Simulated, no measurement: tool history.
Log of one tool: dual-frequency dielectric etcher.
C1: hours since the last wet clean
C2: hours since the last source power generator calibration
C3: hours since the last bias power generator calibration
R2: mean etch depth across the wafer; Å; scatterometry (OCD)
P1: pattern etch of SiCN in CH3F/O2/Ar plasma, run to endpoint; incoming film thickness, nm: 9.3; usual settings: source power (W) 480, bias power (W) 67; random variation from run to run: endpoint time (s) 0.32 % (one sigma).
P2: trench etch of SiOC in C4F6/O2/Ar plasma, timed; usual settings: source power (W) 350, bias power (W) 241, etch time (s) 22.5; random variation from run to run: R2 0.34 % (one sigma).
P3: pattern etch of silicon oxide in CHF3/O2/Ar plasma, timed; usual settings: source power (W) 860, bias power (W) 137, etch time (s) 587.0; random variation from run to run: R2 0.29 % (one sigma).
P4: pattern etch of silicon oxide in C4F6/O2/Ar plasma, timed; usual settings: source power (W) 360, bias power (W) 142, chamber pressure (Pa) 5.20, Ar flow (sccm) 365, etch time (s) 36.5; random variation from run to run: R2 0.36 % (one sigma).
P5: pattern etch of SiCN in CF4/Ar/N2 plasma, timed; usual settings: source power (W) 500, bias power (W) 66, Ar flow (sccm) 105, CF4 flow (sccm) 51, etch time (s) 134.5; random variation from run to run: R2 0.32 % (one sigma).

Run 1, hour 4.7: process that ran P1, source power (W) 480, bias power (W) 67; C1 124.7; C2 1895.7; C3 778.1. Result: endpoint time (s) 23.888.
Run 2, hour 7.8: process that ran P2, source power (W) 350, bias power (W) 241, etch time (s) 22.5; C1 127.8; C2 1898.8; C3 781.2. Result: R2 495.97 Å.
Run 3, hour 12.0: process that ran P1, source power (W) 480, bias power (W) 67; C1 132.0; C2 1903.0; C3 785.4. Result: endpoint time (s) 23.841.
Run 4, hour 15.2: process that ran P1, source power (W) 480, bias power (W) 67; C1 135.2; C2 1906.2; C3 788.6. Result: endpoint time (s) 23.771.
At hour 17.3: bias power generator calibrated.
Run 5, hour 18.1: process that ran P4, source power (W) 360, bias power (W) 142, etch time (s) 36.5, chamber pressure (Pa) 5.20, Ar flow (sccm) 265; C1 138.1; C2 1909.1; C3 0.8. Result: R2 1020.50 Å.
Run 6, hour 22.5: process that ran P4, source power (W) 360, bias power (W) 116, etch time (s) 36.5, chamber pressure (Pa) 5.20, Ar flow (sccm) 365; C1 142.5; C2 1913.5; C3 5.2. Result: R2 920.81 Å.
Run 7, hour 26.9: process that ran P3, source power (W) 860, bias power (W) 137, etch time (s) 338.5; C1 146.9; C2 1917.9; C3 9.6. Result: R2 6815.90 Å.
Run 8, hour 31.3: process that ran P4, source power (W) 360, bias power (W) 142, etch time (s) 36.5, chamber pressure (Pa) 6.33, Ar flow (sccm) 365; C1 151.3; C2 1922.3; C3 14.0. Result: R2 951.86 Å.
Run 9, hour 34.4: process that ran P1, source power (W) 390, bias power (W) 94; C1 154.4; C2 1925.4; C3 17.1. Result: endpoint time (s) 22.734.
Run 10, hour 37.7: process that ran P4, source power (W) 500, bias power (W) 142, etch time (s) 36.5, chamber pressure (Pa) 5.20, Ar flow (sccm) 365; C1 157.7; C2 1928.7; C3 20.4. Result: R2 1116.00 Å.
Run 11, hour 42.7: process that ran P1, source power (W) 370, bias power (W) 54; C1 162.7; C2 1933.7; C3 25.4. Result: endpoint time (s) 28.427.
Run 12, hour 45.0: process that ran P5, source power (W) 500, bias power (W) 84, etch time (s) 134.5, Ar flow (sccm) 105, CF4 flow (sccm) 51; C1 165.0; C2 1936.0; C3 27.7. Result: R2 1296.20 Å.
Run 13, hour 47.3: process that ran P3, source power (W) 860, bias power (W) 81, etch time (s) 587.0; C1 167.3; C2 1938.3; C3 30.0. Result: R2 10194.00 Å.
Run 14, hour 50.2: process that ran P2, source power (W) 350, bias power (W) 165, etch time (s) 22.5; C1 170.2; C2 1941.2; C3 32.9. Result: R2 436.60 Å.
Run 15, hour 54.3: process that ran P1, source power (W) 480, bias power (W) 67; C1 174.3; C2 1945.3; C3 37.0. Result: endpoint time (s) 23.859.
Run 16, hour 56.7: process that ran P1, source power (W) 480, bias power (W) 67; C1 176.7; C2 1947.7; C3 39.4. Result: endpoint time (s) 23.860.
Run 17, hour 60.0: process that ran P3, source power (W) 860, bias power (W) 137, etch time (s) 587.0; C1 180.0; C2 1951.0; C3 42.7. Result: R2 11871.00 Å.
Run 18, hour 62.7: process that ran P5, source power (W) 370, bias power (W) 66, etch time (s) 134.5, Ar flow (sccm) 105, CF4 flow (sccm) 51; C1 182.7; C2 1953.7; C3 45.4. Result: R2 914.92 Å.
Run 19, hour 65.2: process that ran P5, source power (W) 500, bias power (W) 66, etch time (s) 134.5, Ar flow (sccm) 105, CF4 flow (sccm) 36; C1 185.2; C2 1956.2; C3 47.9. Result: R2 1119.20 Å.
Run 20, hour 67.5: process that ran P5, source power (W) 500, bias power (W) 66, etch time (s) 134.5, Ar flow (sccm) 105, CF4 flow (sccm) 51; C1 187.5; C2 1958.5; C3 50.2. Result: R2 1185.90 Å.
Run 21, hour 72.2: process that ran P3, source power (W) 560, bias power (W) 137, etch time (s) 587.0; C1 192.2; C2 1963.2; C3 54.9. Result: R2 10036.00 Å.
Run 22, hour 76.6: process that ran P2, source power (W) 220, bias power (W) 241, etch time (s) 22.5; C1 196.6; C2 1967.6; C3 59.3. Result: R2 414.72 Å.
Run 23, hour 79.8: process that ran P2, source power (W) 350, bias power (W) 241, etch time (s) 29.0; C1 199.8; C2 1970.8; C3 62.5. Result: R2 638.54 Å.
Run 24, hour 84.4: process that ran P4, source power (W) 360, bias power (W) 142, etch time (s) 49.0, chamber pressure (Pa) 5.20, Ar flow (sccm) 365; C1 204.4; C2 1975.4; C3 67.1. Result: R2 1324.30 Å.
Run 25, hour 87.2: process that ran P1, source power (W) 480, bias power (W) 89; C1 207.2; C2 1978.2; C3 69.9. Result: endpoint time (s) 21.624.
Run 26, hour 91.8: process that ran P1, source power (W) 340, bias power (W) 87; C1 211.8; C2 1982.8; C3 74.5. Result: endpoint time (s) 24.840.
Run 27, hour 96.4: process that ran P5, source power (W) 500, bias power (W) 66, etch time (s) 179.0, Ar flow (sccm) 105, CF4 flow (sccm) 51; C1 216.4; C2 1987.4; C3 79.1. Result: R2 1595.40 Å.
Run 28, hour 101.2: process that ran P5, source power (W) 500, bias power (W) 66, etch time (s) 134.5, Ar flow (sccm) 125, CF4 flow (sccm) 51; C1 221.2; C2 1992.2; C3 83.9. Result: R2 1154.20 Å.
Run 29, hour 104.7: process that ran P2, source power (W) 350, bias power (W) 241, etch time (s) 22.5; C1 224.7; C2 1995.7; C3 87.4. Result: R2 494.41 Å.
Run 30, hour 109.0: process that ran P5, source power (W) 500, bias power (W) 66, etch time (s) 134.5, Ar flow (sccm) 105, CF4 flow (sccm) 51; C1 229.0; C2 2000.0; C3 91.7. Result: R2 1194.00 Å.
Run 31, hour 112.6: process that ran P1, source power (W) 480, bias power (W) 40; C1 232.6; C2 2003.6; C3 95.3. Result: endpoint time (s) 28.199.
Run 32, hour 116.5: process that ran P1, source power (W) 480, bias power (W) 67; C1 236.5; C2 2007.5; C3 99.2. Result: endpoint time (s) 23.922.
Run 33, hour 119.0: process that ran P1, source power (W) 290, bias power (W) 67; C1 239.0; C2 2010.0; C3 101.7. Result: endpoint time (s) 28.977.
Run 34, hour 123.4: process that ran P1, source power (W) 580, bias power (W) 67; C1 243.4; C2 2014.4; C3 106.1. Result: endpoint time (s) 22.142.
Run 35, hour 126.0: process that ran P4, source power (W) 360, bias power (W) 142, etch time (s) 36.5, chamber pressure (Pa) 5.20, Ar flow (sccm) 365; C1 246.0; C2 2017.0; C3 108.7. Result: R2 977.28 Å.
Run 36, hour 128.3: process that ran P1, source power (W) 480, bias power (W) 67; C1 248.3; C2 2019.3; C3 111.0. Result: endpoint time (s) 23.972.
Run 37, hour 132.0: process that ran P1, source power (W) 480, bias power (W) 67; C1 252.0; C2 2023.0; C3 114.7. Result: endpoint time (s) 23.946.
Run 38, hour 137.2: process that ran P1, source power (W) 480, bias power (W) 67; C1 257.2; C2 2028.2; C3 119.9. Result: endpoint time (s) 24.270.
Run 39, hour 139.8: process that ran P1, source power (W) 480, bias power (W) 67; C1 259.8; C2 2030.8; C3 122.5. Result: endpoint time (s) 24.296.
Run 40, hour 143.1: process that ran P1, source power (W) 480, bias power (W) 67; C1 263.1; C2 2034.1; C3 125.8. Result: endpoint time (s) 24.224.
Run 41, hour 146.2: process that ran P1, source power (W) 480, bias power (W) 67; C1 266.2; C2 2037.2; C3 128.9. Result: endpoint time (s) 24.212.

Forecast run 42:
Run 42, hour 149.8: process that ran P1, source power (W) 480, bias power (W) 67; C1 269.8; C2 2040.8; C3 132.5. Result: endpoint time (s) ?.

Run 42 gave endpoint time (s) 24.193.

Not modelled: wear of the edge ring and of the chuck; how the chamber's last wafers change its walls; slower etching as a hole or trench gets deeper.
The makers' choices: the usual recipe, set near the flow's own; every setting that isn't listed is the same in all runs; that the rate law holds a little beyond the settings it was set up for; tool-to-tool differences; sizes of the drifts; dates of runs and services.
